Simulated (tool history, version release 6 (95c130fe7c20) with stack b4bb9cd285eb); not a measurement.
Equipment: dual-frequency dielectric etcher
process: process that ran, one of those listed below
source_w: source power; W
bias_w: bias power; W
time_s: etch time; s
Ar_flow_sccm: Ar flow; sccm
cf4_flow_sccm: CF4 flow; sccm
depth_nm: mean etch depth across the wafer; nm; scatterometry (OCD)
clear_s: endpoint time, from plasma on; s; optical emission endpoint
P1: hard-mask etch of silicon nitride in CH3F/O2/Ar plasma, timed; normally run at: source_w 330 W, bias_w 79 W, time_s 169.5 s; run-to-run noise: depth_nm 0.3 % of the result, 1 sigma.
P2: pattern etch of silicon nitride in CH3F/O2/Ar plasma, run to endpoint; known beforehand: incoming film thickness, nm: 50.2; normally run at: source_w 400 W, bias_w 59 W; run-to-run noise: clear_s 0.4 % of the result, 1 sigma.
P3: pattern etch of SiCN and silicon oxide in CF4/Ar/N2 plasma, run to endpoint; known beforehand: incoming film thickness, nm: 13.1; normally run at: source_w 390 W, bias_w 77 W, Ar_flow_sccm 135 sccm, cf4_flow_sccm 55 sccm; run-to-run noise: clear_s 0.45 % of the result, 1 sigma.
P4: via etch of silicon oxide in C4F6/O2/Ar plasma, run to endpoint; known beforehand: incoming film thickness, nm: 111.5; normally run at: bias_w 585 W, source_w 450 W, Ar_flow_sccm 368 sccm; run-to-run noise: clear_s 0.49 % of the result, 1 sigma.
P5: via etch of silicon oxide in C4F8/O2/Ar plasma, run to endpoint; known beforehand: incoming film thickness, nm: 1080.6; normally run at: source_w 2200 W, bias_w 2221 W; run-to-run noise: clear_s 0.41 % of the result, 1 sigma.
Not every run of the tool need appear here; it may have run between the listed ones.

run   hour  process  source_w  bias_w  time_s  Ar_flow_sccm  cf4_flow_sccm  hours since the last wet clean  hours since the last source power generator calibration  hours since the last bias power generator calibration  depth_nm  clear_s
  1    4.6       P1       330      79   169.5                                                        273.1                                                   1025.3                                                 2729.6   116.610
  2    8.4       P1       330      79   169.5                                                        276.9                                                   1029.1                                                 2733.4   116.720
  3   11.8       P2       500      59                                                                280.3                                                   1032.5                                                 2736.8             70.478
  4   15.1       P1       330     104   169.5                                                        283.6                                                   1035.8                                                 2740.1   128.890
  5   18.4       P5      2200    2221                                                                286.9                                                   1039.1                                                 2743.4            197.430
  6   22.8       P1       210      79   169.5                                                        291.3                                                   1043.5                                                 2747.8    98.448
  7   25.3       P5      2840    2221                                                                293.8                                                   1046.0                                                 2750.3            179.280
  8   28.6       P1       330      79   228.0                                                        297.1                                                   1049.3                                                 2753.6   157.580
  9   32.2       P3       390      49                   135             55                           300.7                                                   1052.9                                                 2757.2             21.397
 10   34.6       P3       390      77                   135             73                           303.1                                                   1055.3                                                 2759.6             17.320
 11   38.0       P2       400      75                                                                306.5                                                   1058.7                                                 2763.0             70.948
 12   42.3       P1       330      79   169.5                                                        310.8                                                   1063.0                                                 2767.3   116.260
 13   46.9       P1       330      79   169.5                                                        315.4                                                   1067.6                                                 2771.9   116.820
 14   50.5       P1       330      79   169.5                                                        319.0                                                   1071.2                                                 2775.5   116.500
 15   54.7       P1       240      79   207.5                                                        323.2                                                   1075.4                                                 2779.7   126.120
 16   59.1       P4       580     585                   368                                          327.6                                                   1079.8                                                 2784.1             21.235
 17   62.6       P4       450     585                   368                                          331.1                                                   1083.3                                                 2787.6             23.272
 18   65.4       P3       390      77                   135             55                           333.9                                                   1086.1                                                 2790.4             18.118
 19   68.8       P4       450     430                   368                                          337.3                                                   1089.5                                                 2793.8             25.863
 20   71.9       P3       390      77                   135             55                           340.4                                                   1092.6                                                 2796.9             17.984
 21   74.4       P1       400      79   169.5                                                        342.9                                                   1095.1                                                 2799.4   125.260
 22   78.6       P1       330      79    93.0                                                        347.1                                                   1099.3                                                 2803.6    63.579
 23   82.8       P4       450     585                   236                                          351.3                                                   1103.5                                                 2807.8             22.050
 24   85.6       P2       400      59                                                                354.1                                                   1106.3                                                 2810.6             77.254
 25   89.4       P3       390      77                   165             55                           357.9                                                   1110.1                                                 2814.4             18.515
 26   94.6       P1       330      79   169.5                                                        363.1                                                   1115.3                                                 2819.6   116.820
 27   98.6       P4       450     585                   368                                          367.1                                                   1119.3                                                 2823.6             22.909
 28  101.1       P3       490      77                   135             55                           369.6                                                   1121.8                                                 2826.1             14.915
 29  105.8       P1       330      55   169.5                                                        374.3                                                   1126.5                                                 2830.8   103.180
 30  109.0       P1       330      59    94.5                                                        377.5                                                   1129.7                                                 2834.0    58.708
 31  112.5       P5      2200    2849                                                                381.0                                                   1133.2                                                 2837.5            182.700
 32  117.8       P1       330     102   103.5                                                        386.3                                                   1138.5                                                 2842.8    78.070
 33  121.0       P1       330      79   169.5                                                        389.5                                                   1141.7                                                 2846.0   116.920
 34  123.6       P1       330      79   169.5                                                        392.1                                                   1144.3                                                 2848.6   117.340
 35  127.7       P1       330      79   169.5                                                        396.2                                                   1148.4                                                 2852.7   117.790
 36  132.0       P1       330      79   169.5                                                        400.5                                                   1152.7                                                 2857.0   117.860
 37  136.2       P1       330      79   169.5                                                        404.7                                                   1156.9                                                 2861.2   117.580
     138.2  -- wet clean of the chamber
 38  141.0       P1       330      79   169.5                                                          2.9                                                   1161.7                                                 2866.0   118.090
 39  146.1       P1       330      79   169.5                                                          8.0                                                   1166.8                                                 2871.1   117.780
 40  150.6       P1       330      79   169.5                                                         12.5                                                   1171.3                                                 2875.6   118.190
 41  154.5       P1       330      79   169.5                                                         16.4                                                   1175.2                                                 2879.5   119.040

P1 no longer gives what it gave before; its output has crept away from where it was. The following 2 causes, each at its listed size, fit the log equally well:
A: bias power that arrives over what is set, % = 4.34
B: source power that arrives over what is set, % = 4.12
The drift started at roughly hour 121.0.
Ruled out, with reasons:
chamber walls in a state that raises the etch rate, %: serviced at hour 138.2, after the change had begun; the process did not return to its earlier output

Of the 4 check runs below, each run on 3 wafers with the results averaged and each result still a question mark, which one would tell the listed causes apart?
check 1  158.4       P5      2200    2810                                                                                                                                                                                                       ?
check 2  158.4       P4       540     585                   368                                                                                                                                                                                 ?
check 3  158.4       P3       390      60                   135             64                                                                                                                                                                  ?
check 4  158.4       P2       460      70                                                                                                                                                                                                       ?

What each check would give under each cause:
  check   result     if A     if B
check 1  clear_s  182.060  181.540
check 2  clear_s   21.301   21.326
check 3  clear_s   19.013   18.626
check 4  clear_s   68.044   67.974
How far apart the two closest causes lie, in the result that separates them most: check 1 0.28 %; check 2 0.12 %; check 3 2.06 %; check 4 0.1 %
Check 3 distinguishes between the causes, while the remaining checks would return nearly the same result for all of them.

Then check 3 was run and gave: clear_s 18.550 s. Which cause is it?

B is the cause: source power that arrives over what is set, %.
